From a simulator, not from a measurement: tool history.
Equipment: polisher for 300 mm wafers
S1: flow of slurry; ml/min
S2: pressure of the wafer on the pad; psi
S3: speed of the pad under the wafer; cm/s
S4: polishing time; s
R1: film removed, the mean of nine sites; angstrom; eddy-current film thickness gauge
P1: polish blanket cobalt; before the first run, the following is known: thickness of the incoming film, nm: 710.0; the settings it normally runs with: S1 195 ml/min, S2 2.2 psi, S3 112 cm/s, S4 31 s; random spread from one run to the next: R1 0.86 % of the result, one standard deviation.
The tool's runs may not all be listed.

run,hour,S1,S2,S3,S4,R1
1,12.3,195,2.2,112,31,1817.20
2,19.4,195,2.2,112,31,1826.50
3,33.1,195,2.2,112,31,1797.90
# hour 44.6: worn pad replaced by a new one
4,44.7,195,2.2,52,31,852.11
5,56.7,195,3.5,112,31,2931.70
6,70.3,195,1.7,112,17,776.23
7,83.7,195,2.2,112,15,890.58
8,91.6,195,2.2,112,40,2340.80
9,105.7,195,2.2,172,31,2836.80
10,118.5,195,1.1,112,31,930.27
11,127.5,115,2.2,112,31,1684.50
12,138.7,195,2.2,112,31,1856.50
13,145.0,115,2.2,112,23,1238.60
14,152.3,265,2.2,112,31,1900.90
15,164.4,195,2.2,112,31,1814.10
16,177.6,195,2.2,112,31,1804.10
17,190.7,195,2.2,112,31,1739.70
18,198.4,195,2.2,112,31,1751.30
19,209.6,195,2.2,112,31,1713.00
20,223.6,195,2.2,112,31,1717.80
# hour 227.0: worn pad replaced by a new one
21,230.0,195,2.2,112,31,1708.70
22,239.3,195,2.2,112,31,1700.20
23,253.5,195,2.2,112,31,1692.50
24,265.5,195,2.2,112,31,1700.20
25,277.8,195,2.2,112,31,1696.50
26,288.6,195,2.2,112,31,1677.40

What P1 gives has crept off from where it sat before. The 2 causes that follow fit the log equally well, each at the size noted:
A: slurry flow missing at the pad, % = 37.1
B: head's pressure below its setpoint, % = 7.56
Creep in the process output first set in at about hour 164.4.
Each remaining cause and why it is not a fit:
removal rate lost through wear of the pad, %: serviced at hour 227.0, which brought nothing back

The list below offers 4 check runs, each averaging the results of 2 wafers, and shows each result as a question mark. For which of them would the listed causes give clearly different results?
check 1,299.4,115,2.2,112,31,?
check 2,299.4,195,2.2,170,15,?
check 3,299.4,195,1.5,112,31,?
check 4,299.4,195,2.2,146,21,?

What every check run would give for each of its results, assuming each possible cause in turn:
check,result,if A,if B
check 1,R1,1475.70,1547.50
check 2,R1,1246.60,1246.40
check 3,R1,1157.20,1157.10
check 4,R1,1498.80,1498.60
Per-check spread between the two closest causes, in the result where they differ most: check 1 4.75 %; check 2 0.01 %; check 3 0.01 %; check 4 0.01 %
Check 1 distinguishes between the causes, while the remaining checks would return nearly the same result for all of them.

Then check 1 was run and gave: R1 1551.00 angstrom. Which cause is it?

It was cause B: head's pressure below its setpoint, %.
